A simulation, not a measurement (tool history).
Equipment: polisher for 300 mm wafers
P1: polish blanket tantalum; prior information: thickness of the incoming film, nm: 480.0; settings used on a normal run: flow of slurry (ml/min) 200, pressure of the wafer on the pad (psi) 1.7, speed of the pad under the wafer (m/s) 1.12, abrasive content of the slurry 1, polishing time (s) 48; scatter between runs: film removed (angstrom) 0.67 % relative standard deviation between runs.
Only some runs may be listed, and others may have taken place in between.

run   hour  flow of slurry (ml/min)  pressure of the wafer on the pad (psi)  speed of the pad under the wafer (m/s)  abrasive content of the slurry  polishing time (s)  wafers polished on this pad  hours since the slurry nozzle was cleaned  hours since the head pressure was calibrated  hours since the slurry blender was calibrated  film removed (angstrom)
  1    4.8                      200                                     1.7                                    1.12                               1                  48                          862                                      220.5                                         148.8                                           67.5                   861.06
  2     13                      200                                     1.7                                    1.12                               1                  48                          935                                      228.7                                           157                                           75.7                    848.6
  3     18                      200                                     1.7                                    1.12                               1                  48                          980                                      233.7                                           162                                           80.7                   859.72
  4   27.9                      200                                     1.7                                    1.12                            0.55                  48                         1068                                      243.6                                         171.9                                           90.6                   690.05
  5   35.6                      200                                     1.7                                    1.12                            1.25                  24                         1137                                      251.3                                         179.6                                           98.3                   452.91
  6   44.7                      200                                     1.7                                    1.12                            1.35                  48                         1218                                      260.4                                         188.7                                          107.4                   923.28
  7   50.8                      200                                     1.7                                    1.12                               1                  48                         1272                                      266.5                                         194.8                                          113.5                   867.87
  8   57.6                      200                                     1.7                                    1.12                               1                  75                         1333                                      273.3                                         201.6                                          120.3                   1337.5
  9   65.6                      290                                     1.7                                    1.12                               1                  48                         1404                                      281.3                                         209.6                                          128.3                   899.95
 10   72.2                      200                                     1.7                                    1.12                               1                  48                         1463                                      287.9                                         216.2                                          134.9                   855.26
 11   77.3                      200                                     1.1                                    1.12                               1                  48                         1509                                        293                                         221.3                                            140                   552.45
 12   83.1                      200                                     1.7                                    1.72                               1                  48                         1560                                      298.8                                         227.1                                          145.8                     1316
 13   93.4                      200                                     1.7                                     0.5                               1                  48                         1652                                      309.1                                         237.4                                          156.1                   384.58
 14   99.9                      200                                     2.6                                    1.12                               1                  48                         1710                                      315.6                                         243.9                                          162.6                   1309.5
 15  110.7                      200                                     1.7                                    1.12                               1                  34                         1806                                      326.4                                         254.7                                          173.4                   604.67
 16  118.5                      130                                     1.7                                    1.12                               1                  48                         1876                                      334.2                                         262.5                                          181.2                   799.35
 17  126.1                      200                                     1.7                                    1.12                               1                  48                         1943                                      341.8                                         270.1                                          188.8                   852.94
 18  131.5                      200                                     1.7                                    1.12                               1                  48                         1992                                      347.2                                         275.5                                          194.2                   842.53
 19    140                      200                                     1.7                                    1.12                               1                  48                         2067                                      355.7                                           284                                          202.7                    823.4
 20  146.6                      200                                     1.7                                    1.12                               1                  48                         2126                                      362.3                                         290.6                                          209.3                   806.09
 21  157.1                      200                                     1.7                                    1.12                               1                  48                         2220                                      372.8                                         301.1                                          219.8                   790.47
 22  165.3                      200                                     1.7                                    1.12                               1                  48                         2293                                        381                                         309.3                                            228                   779.53
     165.4  -- head pressure recalibrated
     170.8  -- slurry nozzle cleaned
 23  171.6                      200                                     1.7                                    1.12                               1                  48                         2349                                        0.9                                           6.2                                          234.3                   788.33
 24  177.7                      200                                     1.7                                    1.12                               1                  48                         2403                                          7                                          12.3                                          240.4                   789.57
 25  186.4                      200                                     1.7                                    1.12                               1                  48                         2481                                       15.7                                            21                                          249.1                   787.59
 26  191.5                      200                                     1.7                                    1.12                               1                  48                         2526                                       20.8                                          26.1                                          254.2                   793.55

The log shows P1 creeping away from where it was. Any of the 2 causes listed here, at the size stated for it, fits the log just as well as the others:
A: removal rate lost through wear of the pad, % = 8.06
B: abrasive missing from the slurry, % = 23.5
At approximately hour 126.1, the process output began to creep.
Excluded causes, each with its reason:
slurry flow missing at the pad, %: serviced at hour 170.8, which brought nothing back
head's pressure below its setpoint, %: serviced at hour 165.4, which brought nothing back

4 check runs are offered, each on 2 wafers whose results are averaged, their results left as question marks. Which one tells the causes apart?
check 1  196.6                      200                                     2.5                                    1.42                               1                  48                                                                                                                                                                                             ?
check 2  196.6                      285                                     1.7                                    1.58                               1                  48                                                                                                                                                                                             ?
check 3  196.6                      200                                     1.7                                    0.56                               1                  48                                                                                                                                                                                             ?
check 4  196.6                      200                                     1.7                                     1.7                            0.55                  48                                                                                                                                                                                             ?

What every check run would give for each of its results, assuming each possible cause in turn:
  check                   result    if A    if B
check 1  film removed (angstrom)  1469.1    1469
check 2  film removed (angstrom)  1156.7  1156.6
check 3  film removed (angstrom)  393.98  393.94
check 4  film removed (angstrom)  969.39  933.62
How far apart the two closest causes lie, in the result that separates them most: check 1 0.01 %; check 2 0.01 %; check 3 0.01 %; check 4 3.76 %
Check 4 distinguishes between the causes, while the remaining checks would return nearly the same result for all of them.

With check 4 done, the readings were: film removed (angstrom) 973.17. Identify which of the listed causes applies.

Of the candidate causes, it is A: removal rate lost through wear of the pad, %.
